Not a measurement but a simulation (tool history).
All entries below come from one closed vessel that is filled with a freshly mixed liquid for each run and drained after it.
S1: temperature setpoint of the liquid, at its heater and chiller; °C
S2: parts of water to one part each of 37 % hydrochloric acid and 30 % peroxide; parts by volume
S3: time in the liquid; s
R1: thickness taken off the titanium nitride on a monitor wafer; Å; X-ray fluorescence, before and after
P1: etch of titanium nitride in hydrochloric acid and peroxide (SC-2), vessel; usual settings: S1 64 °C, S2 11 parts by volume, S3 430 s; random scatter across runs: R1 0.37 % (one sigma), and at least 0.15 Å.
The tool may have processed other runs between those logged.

run   hour    S1  S2   S3      R1
  1    7.5    64  11  430  162.12
  2   19.8    64  20  430  96.188
  3   30.8    50  11  430  66.421
  4   42.6    64  11  430  163.17
  5   49.6    64  11  430  162.17
  6   61.3    64   4  430  351.41
  7   72.1    64  11   30  11.182
  8   84.3  51.5  16  430  53.089
  9     90    72  11  430  263.46
 10   99.8    64  11  815  308.43
 11  111.6    64  11  430  161.13
 12    120    64  11  430   162.9
 13  125.4    64  11  430   159.8
 14  133.8    64  11  430  155.85
 15  139.3    64  11  430  152.71
 16  150.8    64  11  430   150.9
 17  158.2    64  11  430  151.94
     164.5  -- new drum of peroxide connected
 18  170.1    64  11  430  149.09
 19    181    64  11  430   148.6

The log shows P1 creeping away from where it was. Any of the 2 causes listed here, at the size stated for it, fits the log just as well as the others:
A: chemicals flow below the setpoint (%) = 9.21
B: liquid colder than its thermometer reads (K) = 1.34
The onset of the drift is placed at about hour 120.
All other causes, with the reason each is excluded:
peroxide weaker than its label (%): its service at hour 164.5 followed the start of the drift and did not put the process back to its old value

Of the 4 check runs below, each run on 2 wafers with the results averaged and each result still a question mark, which one would tell the listed causes apart?
check 1  191.9    71    11  430   ?
check 2  191.9    64  19.5  145   ?
check 3  191.9  53.5     4  430   ?
check 4  191.9    64    16   35   ?

What each check would give under each cause:
  check  result    if A    if B
check 1      R1  227.67  228.42
check 2      R1  30.327  30.498
check 3      R1  169.71  165.96
check 4      R1  8.7585  8.7929
Per-check spread between the two closest causes, in the result where they differ most: check 1 0.33 %; check 2 0.56 %; check 3 2.23 %; check 4 0.39 %
Of the check runs offered, only check 3 discriminates between the causes; the rest would read about the same regardless of which cause applies.

The results of check 3 are: R1 169.2 Å. Based on these, which of the listed causes is it?

Of the candidate causes, it is A: chemicals flow below the setpoint (%).

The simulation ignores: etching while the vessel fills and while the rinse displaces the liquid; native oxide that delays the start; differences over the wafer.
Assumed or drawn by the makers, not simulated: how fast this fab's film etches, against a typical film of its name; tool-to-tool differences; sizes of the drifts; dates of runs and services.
